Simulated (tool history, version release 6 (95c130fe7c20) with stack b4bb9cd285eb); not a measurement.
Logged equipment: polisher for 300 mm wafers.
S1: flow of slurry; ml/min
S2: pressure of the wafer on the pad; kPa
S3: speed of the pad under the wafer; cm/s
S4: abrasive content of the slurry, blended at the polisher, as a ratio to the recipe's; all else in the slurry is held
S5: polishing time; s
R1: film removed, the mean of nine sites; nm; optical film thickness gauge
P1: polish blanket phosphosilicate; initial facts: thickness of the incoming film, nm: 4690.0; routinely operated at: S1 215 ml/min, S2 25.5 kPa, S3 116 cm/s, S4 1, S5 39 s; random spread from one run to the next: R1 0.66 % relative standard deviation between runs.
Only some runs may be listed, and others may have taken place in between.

{"run": 1, "hour": 5.4, "S1": 215, "S2": 25.5, "S3": 116, "S4": 1, "S5": 39, "R1": 358.89}
{"run": 2, "hour": 10.6, "S1": 215, "S2": 40, "S3": 116, "S4": 1, "S5": 39, "R1": 564.59}
{"run": 3, "hour": 18.0, "S1": 215, "S2": 25.5, "S3": 116, "S4": 1, "S5": 39, "R1": 359.51}
{"run": 4, "hour": 22.7, "S1": 215, "S2": 25.5, "S3": 116, "S4": 1, "S5": 19, "R1": 173.83}
{"run": 5, "hour": 27.1, "S1": 215, "S2": 25.5, "S3": 116, "S4": 0.55, "S5": 39, "R1": 262.84}
{"run": 6, "hour": 32.9, "S1": 215, "S2": 25.5, "S3": 116, "S4": 1.45, "S5": 39, "R1": 418.52}
{"run": 7, "hour": 40.5, "S1": 215, "S2": 25.5, "S3": 174, "S4": 1.35, "S5": 39, "R1": 560.84}
{"run": 8, "hour": 48.3, "S1": 335, "S2": 25.5, "S3": 116, "S4": 1, "S5": 39, "R1": 372.36}
{"run": 9, "hour": 53.4, "S1": 215, "S2": 25.5, "S3": 116, "S4": 1, "S5": 39, "R1": 357.46}
{"run": 10, "hour": 60.6, "S1": 130, "S2": 25.5, "S3": 116, "S4": 1, "S5": 39, "R1": 332.51}
{"run": 11, "hour": 68.4, "S1": 215, "S2": 12.4, "S3": 116, "S4": 1, "S5": 39, "R1": 174.08}
{"run": 12, "hour": 72.6, "S1": 215, "S2": 25.5, "S3": 116, "S4": 1, "S5": 39, "R1": 357.66}
{"run": 13, "hour": 78.4, "S1": 215, "S2": 25.5, "S3": 116, "S4": 1, "S5": 39, "R1": 355.87}
{"run": 14, "hour": 83.9, "S1": 215, "S2": 35.2, "S3": 90, "S4": 1, "S5": 39, "R1": 401.11}
{"run": 15, "hour": 89.8, "S1": 215, "S2": 25.5, "S3": 116, "S4": 1, "S5": 62, "R1": 572.23}
{"run": 16, "hour": 95.9, "S1": 215, "S2": 25.5, "S3": 72, "S4": 1, "S5": 39, "R1": 242.76}
{"hour": 101.2, "done": "slurry nozzle cleaned"}
{"run": 17, "hour": 102.6, "S1": 215, "S2": 25.5, "S3": 156, "S4": 1, "S5": 39, "R1": 454.54}
{"run": 18, "hour": 108.3, "S1": 265, "S2": 25.5, "S3": 156, "S4": 1, "S5": 39, "R1": 460.37}
{"run": 19, "hour": 112.8, "S1": 215, "S2": 25.5, "S3": 116, "S4": 1, "S5": 39, "R1": 356.33}
{"run": 20, "hour": 119.2, "S1": 215, "S2": 25.5, "S3": 116, "S4": 1, "S5": 39, "R1": 342.31}
{"run": 21, "hour": 123.3, "S1": 215, "S2": 25.5, "S3": 116, "S4": 1, "S5": 39, "R1": 336.63}
{"hour": 128.4, "done": "slurry nozzle cleaned"}
{"run": 22, "hour": 130.2, "S1": 215, "S2": 25.5, "S3": 116, "S4": 1, "S5": 39, "R1": 329.35}
{"run": 23, "hour": 134.6, "S1": 215, "S2": 25.5, "S3": 116, "S4": 1, "S5": 39, "R1": 326.55}
{"hour": 137.6, "done": "head pressure recalibrated"}
{"hour": 137.9, "done": "conditioning disc replaced and pad reconditioned"}
{"run": 24, "hour": 139.0, "S1": 215, "S2": 25.5, "S3": 116, "S4": 1, "S5": 39, "R1": 328.43}
{"run": 25, "hour": 146.2, "S1": 215, "S2": 25.5, "S3": 116, "S4": 1, "S5": 39, "R1": 323.93}
{"run": 26, "hour": 150.1, "S1": 215, "S2": 25.5, "S3": 116, "S4": 1, "S5": 39, "R1": 322.45}
{"run": 27, "hour": 154.3, "S1": 215, "S2": 25.5, "S3": 116, "S4": 1, "S5": 39, "R1": 322.39}

The log shows P1 creeping away from where it was. Any of the 2 causes listed here, at the size stated for it, fits the log just as well as the others:
A: removal rate lost through wear of the pad, % = 9.63
B: abrasive missing from the slurry, % = 19
Creep in the process output first set in at about hour 112.8.
Every other cause this tool's parts could produce, and why it does not fit the log:
slurry flow missing at the pad, %: serviced at hour 128.4, after the drift had started, without restoring the earlier output
head's pressure below its setpoint, %: serviced at hour 137.6, after the drift had started, without restoring the earlier output
time polished since the conditioner stopped cutting, s: serviced at hour 137.9, after the drift had started, without restoring the earlier output

Consider the 4 check runs below, whose results appear as question marks and each of which averages 3 wafers. Which one distinguishes the causes, in that each cause would give it a clearly different result?
{"run": "check 1", "hour": 158.5, "S1": 215, "S2": 16.5, "S3": 116, "S4": 1, "S5": 60, "R1": "?"}
{"run": "check 2", "hour": 158.5, "S1": 215, "S2": 39.3, "S3": 116, "S4": 1, "S5": 39, "R1": "?"}
{"run": "check 3", "hour": 158.5, "S1": 215, "S2": 12.4, "S3": 116, "S4": 0.6, "S5": 39, "R1": "?"}
{"run": "check 4", "hour": 158.5, "S1": 215, "S2": 37.9, "S3": 116, "S4": 1, "S5": 30, "R1": "?"}

Expected result of each check under each candidate cause:
check=check_1 result=R1 if_A=322.64 if_B=322.62
check=check_2 result=R1 if_A=498.07 if_B=498.04
check=check_3 result=R1 if_A=120.71 if_B=117.54
check=check_4 result=R1 if_A=369.69 if_B=369.67
Per-check spread between the two closest causes, in the result where they differ most: check 1 0.01 %; check 2 0.01 %; check 3 2.66 %; check 4 0.01 %
The causes can be told apart only by check 3. The other checks would give nearly the same results under each of them.

With check 3 done, the readings were: R1 120.71 nm. Identify which of the listed causes applies.

A is the cause: removal rate lost through wear of the pad, %.
